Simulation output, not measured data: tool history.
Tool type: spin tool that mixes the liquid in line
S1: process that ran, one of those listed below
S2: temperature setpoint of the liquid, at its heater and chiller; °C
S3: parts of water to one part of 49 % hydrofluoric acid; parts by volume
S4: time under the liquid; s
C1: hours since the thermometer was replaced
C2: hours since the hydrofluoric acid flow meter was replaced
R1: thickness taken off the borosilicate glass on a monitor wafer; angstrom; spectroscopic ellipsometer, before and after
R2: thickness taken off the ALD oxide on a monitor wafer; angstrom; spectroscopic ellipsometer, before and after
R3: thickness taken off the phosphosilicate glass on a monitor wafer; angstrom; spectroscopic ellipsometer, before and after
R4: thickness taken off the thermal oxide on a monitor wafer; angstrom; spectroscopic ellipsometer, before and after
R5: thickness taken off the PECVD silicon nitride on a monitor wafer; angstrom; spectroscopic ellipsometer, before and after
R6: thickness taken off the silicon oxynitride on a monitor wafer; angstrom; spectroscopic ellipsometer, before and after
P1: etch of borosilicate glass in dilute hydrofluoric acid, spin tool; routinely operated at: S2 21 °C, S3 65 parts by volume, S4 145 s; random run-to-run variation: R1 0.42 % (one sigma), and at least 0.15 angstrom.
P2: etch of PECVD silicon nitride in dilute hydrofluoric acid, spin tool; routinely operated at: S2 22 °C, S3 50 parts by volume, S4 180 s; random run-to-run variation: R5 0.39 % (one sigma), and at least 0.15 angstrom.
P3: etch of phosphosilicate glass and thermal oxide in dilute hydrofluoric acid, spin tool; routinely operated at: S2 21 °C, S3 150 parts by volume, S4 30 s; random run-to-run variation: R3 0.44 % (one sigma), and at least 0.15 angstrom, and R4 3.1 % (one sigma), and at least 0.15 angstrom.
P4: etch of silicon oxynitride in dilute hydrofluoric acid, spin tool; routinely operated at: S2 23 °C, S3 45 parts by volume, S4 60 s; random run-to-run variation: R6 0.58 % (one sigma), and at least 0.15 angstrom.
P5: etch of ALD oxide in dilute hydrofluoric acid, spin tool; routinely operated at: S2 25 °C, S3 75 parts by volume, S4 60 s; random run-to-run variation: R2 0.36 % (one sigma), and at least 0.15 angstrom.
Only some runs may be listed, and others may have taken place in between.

Run 1, hour 5.7: S1 P1, S2 21 °C, S3 65 parts by volume, S4 145 s; C1 1690.1; C2 399.1. Result: R1 495.86 angstrom.
Run 2, hour 11.6: S1 P5, S2 25 °C, S3 75 parts by volume, S4 60 s; C1 1696; C2 405. Result: R2 186.65 angstrom.
Run 3, hour 18.9: S1 P1, S2 21 °C, S3 65 parts by volume, S4 245 s; C1 1703.3; C2 412.3. Result: R1 840.8 angstrom.
Run 4, hour 23.6: S1 P5, S2 25 °C, S3 25 parts by volume, S4 60 s; C1 1708; C2 417. Result: R2 598.22 angstrom.
Run 5, hour 31.1: S1 P1, S2 21 °C, S3 65 parts by volume, S4 80 s; C1 1715.5; C2 424.5. Result: R1 275.86 angstrom.
Run 6, hour 36.8: S1 P5, S2 25 °C, S3 75 parts by volume, S4 95 s; C1 1721.2; C2 430.2. Result: R2 294.65 angstrom.
Run 7, hour 42.3: S1 P3, S2 21 °C, S3 255 parts by volume, S4 30 s; C1 1726.7; C2 435.7. Result: R3 122.49 angstrom, R4 4.1033 angstrom.
Run 8, hour 47.9: S1 P5, S2 33.5 °C, S3 75 parts by volume, S4 60 s; C1 1732.3; C2 441.3. Result: R2 258.08 angstrom.
Run 9, hour 52.1: S1 P3, S2 21 °C, S3 150 parts by volume, S4 60 s; C1 1736.5; C2 445.5. Result: R3 459.23 angstrom, R4 15.676 angstrom.
Run 10, hour 59.4: S1 P1, S2 21 °C, S3 105 parts by volume, S4 145 s; C1 1743.8; C2 452.8. Result: R1 292.96 angstrom.
Run 11, hour 66.1: S1 P2, S2 22 °C, S3 75 parts by volume, S4 180 s; C1 1750.5; C2 459.5. Result: R5 42.168 angstrom.
Run 12, hour 70.5: S1 P4, S2 23 °C, S3 45 parts by volume, S4 60 s; C1 1754.9; C2 463.9. Result: R6 45.271 angstrom.
Run 13, hour 75: S1 P4, S2 23 °C, S3 45 parts by volume, S4 85 s; C1 1759.4; C2 468.4. Result: R6 64.066 angstrom.
Run 14, hour 82.8: S1 P2, S2 22 °C, S3 50 parts by volume, S4 180 s; C1 1767.2; C2 476.2. Result: R5 62.668 angstrom.
Run 15, hour 89.2: S1 P4, S2 23 °C, S3 65 parts by volume, S4 60 s; C1 1773.6; C2 482.6. Result: R6 31.317 angstrom.
Run 16, hour 94.6: S1 P2, S2 22 °C, S3 50 parts by volume, S4 50 s; C1 1779; C2 488. Result: R5 17.733 angstrom.
Run 17, hour 98.7: S1 P2, S2 17.5 °C, S3 50 parts by volume, S4 180 s; C1 1783.1; C2 492.1. Result: R5 45.81 angstrom.
Run 18, hour 103.9: S1 P5, S2 25 °C, S3 75 parts by volume, S4 60 s; C1 1788.3; C2 497.3. Result: R2 185.54 angstrom.
At hour 110.4: hydrofluoric acid flow meter replaced.
Run 19, hour 113: S1 P1, S2 21 °C, S3 65 parts by volume, S4 145 s; C1 1797.4; C2 2.7. Result: R1 496.51 angstrom.
Run 20, hour 118.5: S1 P1, S2 21 °C, S3 65 parts by volume, S4 145 s; C1 1802.9; C2 8.2. Result: R1 498.61 angstrom.
Run 21, hour 127.3: S1 P1, S2 21 °C, S3 65 parts by volume, S4 145 s; C1 1811.7; C2 17. Result: R1 496.36 angstrom.
Run 22, hour 136: S1 P3, S2 21 °C, S3 150 parts by volume, S4 30 s; C1 1820.4; C2 25.7. Result: R3 229.78 angstrom, R4 7.5962 angstrom.
Run 23, hour 145: S1 P2, S2 22 °C, S3 50 parts by volume, S4 180 s; C1 1829.4; C2 34.7. Result: R5 63.058 angstrom.
Run 24, hour 149.5: S1 P1, S2 27 °C, S3 65 parts by volume, S4 145 s; C1 1833.9; C2 39.2. Result: R1 635.43 angstrom.
Run 25, hour 154: S1 P4, S2 28 °C, S3 45 parts by volume, S4 60 s; C1 1838.4; C2 43.7. Result: R6 57.62 angstrom.
Run 26, hour 162.8: S1 P1, S2 21 °C, S3 65 parts by volume, S4 145 s; C1 1847.2; C2 52.5. Result: R1 498.47 angstrom.
Run 27, hour 171: S1 P3, S2 17.5 °C, S3 150 parts by volume, S4 30 s; C1 1855.4; C2 60.7. Result: R3 199.66 angstrom, R4 6.8094 angstrom.
Run 28, hour 177: S1 P1, S2 21 °C, S3 65 parts by volume, S4 145 s; C1 1861.4; C2 66.7. Result: R1 496.65 angstrom.
Run 29, hour 182.7: S1 P1, S2 17 °C, S3 65 parts by volume, S4 45 s; C1 1867.1; C2 72.4. Result: R1 130.73 angstrom.
Run 30, hour 188.6: S1 P1, S2 21 °C, S3 100 parts by volume, S4 280 s; C1 1873; C2 78.3. Result: R1 598.56 angstrom.
Run 31, hour 193.1: S1 P1, S2 21 °C, S3 30 parts by volume, S4 145 s; C1 1877.5; C2 82.8. Result: R1 1131.3 angstrom.
Run 32, hour 199.5: S1 P1, S2 17 °C, S3 65 parts by volume, S4 145 s; C1 1883.9; C2 89.2. Result: R1 422.57 angstrom.
Run 33, hour 204.1: S1 P1, S2 21 °C, S3 65 parts by volume, S4 145 s; C1 1888.5; C2 93.8. Result: R1 495.97 angstrom.
Run 34, hour 208.7: S1 P1, S2 17 °C, S3 20 parts by volume, S4 145 s; C1 1893.1; C2 98.4. Result: R1 1437.5 angstrom.
Run 35, hour 215.8: S1 P1, S2 21 °C, S3 65 parts by volume, S4 145 s; C1 1900.2; C2 105.5. Result: R1 499.03 angstrom.
Run 36, hour 220.9: S1 P1, S2 21 °C, S3 65 parts by volume, S4 145 s; C1 1905.3; C2 110.6. Result: R1 505.18 angstrom.
Run 37, hour 228: S1 P1, S2 21 °C, S3 65 parts by volume, S4 145 s; C1 1912.4; C2 117.7. Result: R1 512.87 angstrom.

For run 38, what comes out?
Run 38, hour 235.8: S1 P1, S2 21 °C, S3 65 parts by volume, S4 145 s; C1 1920.2; C2 125.5. Result: R1 ?.

Run 38 gave R1 517.17 angstrom.

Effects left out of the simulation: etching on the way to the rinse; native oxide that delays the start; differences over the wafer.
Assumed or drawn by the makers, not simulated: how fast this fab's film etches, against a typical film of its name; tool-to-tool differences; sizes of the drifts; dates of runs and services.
